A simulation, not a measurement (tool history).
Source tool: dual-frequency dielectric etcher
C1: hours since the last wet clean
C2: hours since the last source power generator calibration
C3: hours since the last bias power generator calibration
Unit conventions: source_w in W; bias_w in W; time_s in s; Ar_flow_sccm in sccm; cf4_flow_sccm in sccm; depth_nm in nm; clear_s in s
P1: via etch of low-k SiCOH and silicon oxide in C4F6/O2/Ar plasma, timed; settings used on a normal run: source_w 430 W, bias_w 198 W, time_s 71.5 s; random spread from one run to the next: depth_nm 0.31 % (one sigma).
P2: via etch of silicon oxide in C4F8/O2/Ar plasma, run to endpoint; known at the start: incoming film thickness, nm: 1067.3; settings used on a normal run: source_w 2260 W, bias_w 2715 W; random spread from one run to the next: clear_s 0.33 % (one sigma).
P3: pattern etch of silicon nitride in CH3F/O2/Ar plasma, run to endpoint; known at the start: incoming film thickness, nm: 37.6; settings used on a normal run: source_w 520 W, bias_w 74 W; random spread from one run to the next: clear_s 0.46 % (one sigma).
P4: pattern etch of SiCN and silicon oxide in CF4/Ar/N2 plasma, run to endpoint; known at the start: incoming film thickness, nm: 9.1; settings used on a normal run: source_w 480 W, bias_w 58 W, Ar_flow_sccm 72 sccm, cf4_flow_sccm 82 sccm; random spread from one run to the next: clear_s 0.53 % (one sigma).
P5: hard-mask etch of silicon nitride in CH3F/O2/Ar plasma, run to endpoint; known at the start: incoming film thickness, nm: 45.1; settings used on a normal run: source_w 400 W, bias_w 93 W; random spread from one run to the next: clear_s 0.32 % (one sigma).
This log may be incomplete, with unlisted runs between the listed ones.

Run 1, day 0.508: process P1, source_w 430 W, bias_w 198 W, time_s 71.5 s; C1 63.9; C2 633.9; C3 2522.7. Result: depth_nm 213.81 nm.
Run 2, day 0.833: process P1, source_w 430 W, bias_w 198 W, time_s 71.5 s; C1 71.7; C2 641.7; C3 2530.5. Result: depth_nm 214.46 nm.
Run 3, day 1.400: process P3, source_w 520 W, bias_w 98 W; C1 85.3; C2 655.3; C3 2544.1. Result: clear_s 44.5140 s.
Run 4, day 1.838: process P1, source_w 430 W, bias_w 240 W, time_s 71.5 s; C1 95.8; C2 665.8; C3 2554.6. Result: depth_nm 227.48 nm.
Run 5, day 2.242: process P1, source_w 430 W, bias_w 151 W, time_s 71.5 s; C1 105.5; C2 675.5; C3 2564.3. Result: depth_nm 197.45 nm.
Run 6, day 2.846: process P2, source_w 2260 W, bias_w 1629 W; C1 120.0; C2 690.0; C3 2578.8. Result: clear_s 209.2700 s.
At day 3.179: bias power generator calibrated.
Run 7, day 3.488: process P1, source_w 430 W, bias_w 118 W, time_s 102.0 s; C1 135.4; C2 705.4; C3 7.4. Result: depth_nm 259.17 nm.
Run 8, day 3.762: process P1, source_w 430 W, bias_w 198 W, time_s 91.0 s; C1 142.0; C2 712.0; C3 14.0. Result: depth_nm 273.10 nm.
Run 9, day 4.275: process P3, source_w 520 W, bias_w 74 W; C1 154.3; C2 724.3; C3 26.3. Result: clear_s 48.5850 s.
Run 10, day 4.817: process P4, source_w 480 W, bias_w 58 W, Ar_flow_sccm 72 sccm, cf4_flow_sccm 82 sccm; C1 167.3; C2 737.3; C3 39.3. Result: clear_s 9.9268 s.
Run 11, day 5.421: process P4, source_w 480 W, bias_w 35 W, Ar_flow_sccm 72 sccm, cf4_flow_sccm 82 sccm; C1 181.8; C2 751.8; C3 53.8. Result: clear_s 11.5070 s.
Run 12, day 5.812: process P1, source_w 290 W, bias_w 198 W, time_s 71.5 s; C1 191.2; C2 761.2; C3 63.2. Result: depth_nm 183.37 nm.
Run 13, day 6.271: process P3, source_w 520 W, bias_w 74 W; C1 202.2; C2 772.2; C3 74.2. Result: clear_s 48.4460 s.
Run 14, day 6.612: process P3, source_w 650 W, bias_w 74 W; C1 210.4; C2 780.4; C3 82.4. Result: clear_s 44.6650 s.
Run 15, day 7.171: process P2, source_w 1430 W, bias_w 2715 W; C1 223.8; C2 793.8; C3 95.8. Result: clear_s 218.5900 s.
Run 16, day 7.754: process P4, source_w 480 W, bias_w 58 W, Ar_flow_sccm 98 sccm, cf4_flow_sccm 82 sccm; C1 237.8; C2 807.8; C3 109.8. Result: clear_s 10.4760 s.
Run 17, day 8.379: process P5, source_w 400 W, bias_w 93 W; C1 252.8; C2 822.8; C3 124.8. Result: clear_s 60.2450 s.
Run 18, day 8.725: process P1, source_w 430 W, bias_w 198 W, time_s 71.5 s; C1 261.1; C2 831.1; C3 133.1. Result: depth_nm 214.23 nm.
Run 19, day 9.325: process P1, source_w 430 W, bias_w 198 W, time_s 71.5 s; C1 275.5; C2 845.5; C3 147.5. Result: depth_nm 212.86 nm.
Run 20, day 9.808: process P1, source_w 430 W, bias_w 198 W, time_s 71.5 s; C1 287.1; C2 857.1; C3 159.1. Result: depth_nm 214.30 nm.
Run 21, day 10.417: process P5, source_w 400 W, bias_w 93 W; C1 301.7; C2 871.7; C3 173.7. Result: clear_s 60.2610 s.
At day 10.812: source power generator calibrated.
Run 22, day 10.900: process P5, source_w 400 W, bias_w 117 W; C1 313.3; C2 2.1; C3 185.3. Result: clear_s 55.4410 s.

Predict the results of run 23:
Run 23, day 11.479: process P2, source_w 2260 W, bias_w 2715 W; C1 327.2; C2 16.0; C3 199.2. Result: clear_s ?.

Run 23 yielded clear_s 181.6000 s.
